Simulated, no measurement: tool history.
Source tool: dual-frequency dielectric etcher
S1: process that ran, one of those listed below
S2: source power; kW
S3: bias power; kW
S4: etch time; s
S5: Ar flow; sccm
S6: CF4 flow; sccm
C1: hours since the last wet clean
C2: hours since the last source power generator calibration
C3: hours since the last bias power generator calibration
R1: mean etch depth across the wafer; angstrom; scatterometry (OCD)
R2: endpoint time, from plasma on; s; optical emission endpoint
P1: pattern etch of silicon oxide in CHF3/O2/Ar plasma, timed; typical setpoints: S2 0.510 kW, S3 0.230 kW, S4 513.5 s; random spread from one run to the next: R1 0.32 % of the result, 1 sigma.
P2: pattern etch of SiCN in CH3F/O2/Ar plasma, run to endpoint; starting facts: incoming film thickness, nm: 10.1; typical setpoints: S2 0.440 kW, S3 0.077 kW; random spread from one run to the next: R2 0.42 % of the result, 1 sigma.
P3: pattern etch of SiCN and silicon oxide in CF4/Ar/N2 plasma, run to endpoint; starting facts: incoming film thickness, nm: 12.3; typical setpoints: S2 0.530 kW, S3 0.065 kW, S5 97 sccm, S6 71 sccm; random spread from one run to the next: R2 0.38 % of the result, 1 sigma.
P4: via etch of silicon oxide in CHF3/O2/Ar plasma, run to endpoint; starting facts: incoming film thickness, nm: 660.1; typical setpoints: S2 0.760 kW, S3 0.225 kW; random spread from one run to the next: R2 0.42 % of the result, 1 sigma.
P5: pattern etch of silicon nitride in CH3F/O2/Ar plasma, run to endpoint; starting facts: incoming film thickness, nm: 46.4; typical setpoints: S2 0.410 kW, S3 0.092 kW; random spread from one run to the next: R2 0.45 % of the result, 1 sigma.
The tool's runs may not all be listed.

run,day,S1,S2,S3,S4,S5,S6,C1,C2,C3,R1,R2
1,0.200,P1,0.510,0.230,513.5,,,232.0,2633.8,1266.8,10363.0,
2,0.392,P3,0.530,0.042,,97,71,236.6,2638.4,1271.4,,14.325
3,0.621,P1,0.510,0.230,752.0,,,242.1,2643.9,1276.9,15077.0,
4,0.858,P4,0.760,0.311,,,,247.8,2649.6,1282.6,,255.800
5,1.117,P1,0.510,0.230,513.5,,,254.0,2655.8,1288.8,10332.0,
6,1.400,P1,0.510,0.230,513.5,,,260.8,2662.6,1295.6,10365.0,
7,1.704,P1,0.510,0.230,513.5,,,268.1,2669.9,1302.9,10374.0,
8,1.983,P4,0.760,0.225,,,,274.8,2676.6,1309.6,,288.420
9,2.271,P1,0.510,0.230,513.5,,,281.7,2683.5,1316.5,10290.0,
10,2.442,P1,0.510,0.279,337.5,,,285.8,2687.6,1320.6,7230.7,
11,2.633,P1,0.510,0.230,389.5,,,290.4,2692.2,1325.2,7840.4,
12,2.888,P2,0.270,0.077,,,,296.5,2698.3,1331.3,,30.300
13,3.196,P1,0.640,0.230,513.5,,,303.9,2705.7,1338.7,11247.0,
14,3.479,P5,0.570,0.092,,,,310.7,2712.5,1345.5,,54.177
15,3.646,P3,0.530,0.065,,97,57,314.7,2716.5,1349.5,,13.033
16,3.792,P1,0.510,0.230,513.5,,,318.2,2720.0,1353.0,10344.0,
17,4.021,P4,0.760,0.225,,,,323.7,2725.5,1358.5,,286.660
18,4.342,P2,0.440,0.077,,,,331.4,2733.2,1366.2,,25.133
19,4.629,P1,0.380,0.230,513.5,,,338.3,2740.1,1373.1,9220.1,
20,4.871,P1,0.510,0.164,513.5,,,344.1,2745.9,1378.9,9165.2,
21,5.104,P5,0.410,0.092,,,,349.7,2751.5,1384.5,,60.841
22,5.312,P3,0.530,0.065,,97,71,354.7,2756.5,1389.5,,12.599
23,5.612,P1,0.510,0.230,513.5,,,361.9,2763.7,1396.7,10281.0,
24,5.921,P2,0.440,0.058,,,,369.3,2771.1,1404.1,,28.005
25,6.217,P3,0.410,0.065,,97,71,376.4,2778.2,1411.2,,15.822
26,6.508,P5,0.410,0.121,,,,383.4,2785.2,1418.2,,55.483
27,6.733,P1,0.510,0.273,513.5,,,388.8,2790.6,1423.6,10942.0,
28,6.975,P4,0.900,0.225,,,,394.6,2796.4,1429.4,,269.070
29,7.179,P3,0.530,0.065,,137,71,399.5,2801.3,1434.3,,13.160
30,7.346,P1,0.510,0.230,513.5,,,403.5,2805.3,1438.3,10343.0,
31,7.492,P1,0.510,0.230,513.5,,,407.0,2808.8,1441.8,10411.0,
32,7.712,P1,0.510,0.230,513.5,,,412.3,2814.1,1447.1,10444.0,
33,7.896,P1,0.510,0.230,513.5,,,416.7,2818.5,1451.5,10410.0,
34,8.196,P1,0.510,0.230,513.5,,,423.9,2825.7,1458.7,10427.0,
# day 8.346: wet clean of the chamber
35,8.350,P1,0.510,0.230,513.5,,,0.2,2829.4,1462.4,10466.0,
36,8.671,P1,0.510,0.230,513.5,,,7.9,2837.1,1470.1,10424.0,
37,8.850,P1,0.510,0.230,513.5,,,12.2,2841.4,1474.4,10555.0,
38,9.004,P1,0.510,0.230,513.5,,,15.9,2845.1,1478.1,10470.0,
39,9.312,P1,0.510,0.230,513.5,,,23.3,2852.5,1485.5,10496.0,

P1 no longer gives what it gave before; its output has crept away from where it was. The following 2 causes, each at its listed size, fit the log equally well:
A: bias power that arrives over what is set, % = 4.58
B: source power that arrives over what is set, % = 4.34
The gradual shift began around day 7.346.
All other causes, with the reason each is excluded:
chamber walls in a state that raises the etch rate, %: serviced at day 8.346, after the change had begun; the process did not return to its earlier output

Of the 4 check runs below, each run on 2 wafers with the results averaged and each result still a question mark, which one would tell the listed causes apart?
check 1,9.621,P2,0.340,0.077,,,,,,,,?
check 2,9.621,P3,0.530,0.042,,129,71,,,,,?
check 3,9.621,P5,0.480,0.119,,,,,,,,?
check 4,9.621,P4,0.870,0.302,,,,,,,,?

Predicted outcomes, by check and by cause:
check,result,if A,if B
check 1,R2,27.374,27.387
check 2,R2,14.942,14.583
check 3,R2,51.551,51.608
check 4,R2,241.720,241.790
Per check, the gap between the least separated pair of causes, taken in the result that splits them most: check 1 0.05 %; check 2 2.43 %; check 3 0.11 %; check 4 0.03 %
Only check 2 tells the causes apart: in the others they would give nearly the same result.

The results of check 2 are: R2 14.938 s. Based on these, which of the listed causes is it?

It is A: bias power that arrives over what is set, %.
